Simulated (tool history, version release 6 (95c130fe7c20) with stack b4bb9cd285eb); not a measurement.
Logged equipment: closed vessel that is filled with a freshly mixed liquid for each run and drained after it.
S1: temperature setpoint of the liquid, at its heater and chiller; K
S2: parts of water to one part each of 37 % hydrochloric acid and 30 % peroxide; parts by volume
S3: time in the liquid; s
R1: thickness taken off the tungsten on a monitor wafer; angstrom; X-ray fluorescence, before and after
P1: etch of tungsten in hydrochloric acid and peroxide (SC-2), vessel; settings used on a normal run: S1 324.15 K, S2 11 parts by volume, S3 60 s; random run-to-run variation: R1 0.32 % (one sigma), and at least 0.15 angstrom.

run,day,S1,S2,S3,R1
1,0.35,324.15,11,60,132.3
2,0.738,324.15,11,60,131.9
3,1.046,324.15,11,60,131.64
4,1.288,324.15,11,60,132.01
5,1.529,324.15,11,110,242.53
6,1.721,324.15,4,60,286.1
7,1.917,324.15,11,60,131.5
8,2.242,308.15,11,60,42.637
9,2.642,324.15,11,30,66.187
10,3.021,336.15,11,60,282.97
11,3.425,324.15,19,85,115.57
12,3.667,324.15,11,60,131.48
13,3.892,324.15,16,60,96.112
14,4.117,324.15,11,60,131.91
15,4.358,324.15,11,60,135.28
16,4.7,324.15,11,60,137.97
17,5.033,324.15,11,60,139.57
18,5.442,324.15,11,60,141.34
19,5.85,324.15,11,60,142.25
20,6.1,324.15,11,60,141.47
21,6.442,324.15,11,60,143.13
22,6.675,324.15,11,60,142.31
23,6.867,324.15,11,60,142.15
24,7.25,324.15,11,60,142.76

P1 no longer gives what it gave before; its output has crept away from where it was. The following 2 causes, each at its listed size, fit the log equally well:
A: liquid hotter than its thermometer reads (K) = 1.24
B: chemicals flow above the setpoint (%) = 10.2
Creep in the process output first set in at about day 4.117.
The rest of the possible causes, and what rules out each one:
peroxide weaker than its label (%): at most 8, giving a -7.4 % change in R1: too small, or against the direction of the creep

Which of the 4 check runs listed below separates the causes, so that each cause would produce a clearly different result? Each run uses one wafer, and its results are marked with question marks.
check 1,7.633,324.15,15,100,?
check 2,7.633,324.15,15.5,60,?
check 3,7.633,308.65,4,60,?
check 4,7.633,313.15,11,30,?

Outcome of each check run for each possible cause:
check,result,if A,if B
check 1,R1,182.28,182.88
check 2,R1,106.24,106.63
check 3,R1,106.26,103.47
check 4,R1,33.823,33.615
Minimum pairwise separation of causes per check, each pair taken at its best-separating result: check 1 0.33 %; check 2 0.37 %; check 3 2.66 %; check 4 0.62 %
Only in check 3 would the causes give clearly different results; in the remaining checks their results would be nearly the same.

Check 3 was carried out, with these results: R1 105.74 angstrom. Which of the listed causes is responsible?

Of the candidate causes, it is A: liquid hotter than its thermometer reads (K).

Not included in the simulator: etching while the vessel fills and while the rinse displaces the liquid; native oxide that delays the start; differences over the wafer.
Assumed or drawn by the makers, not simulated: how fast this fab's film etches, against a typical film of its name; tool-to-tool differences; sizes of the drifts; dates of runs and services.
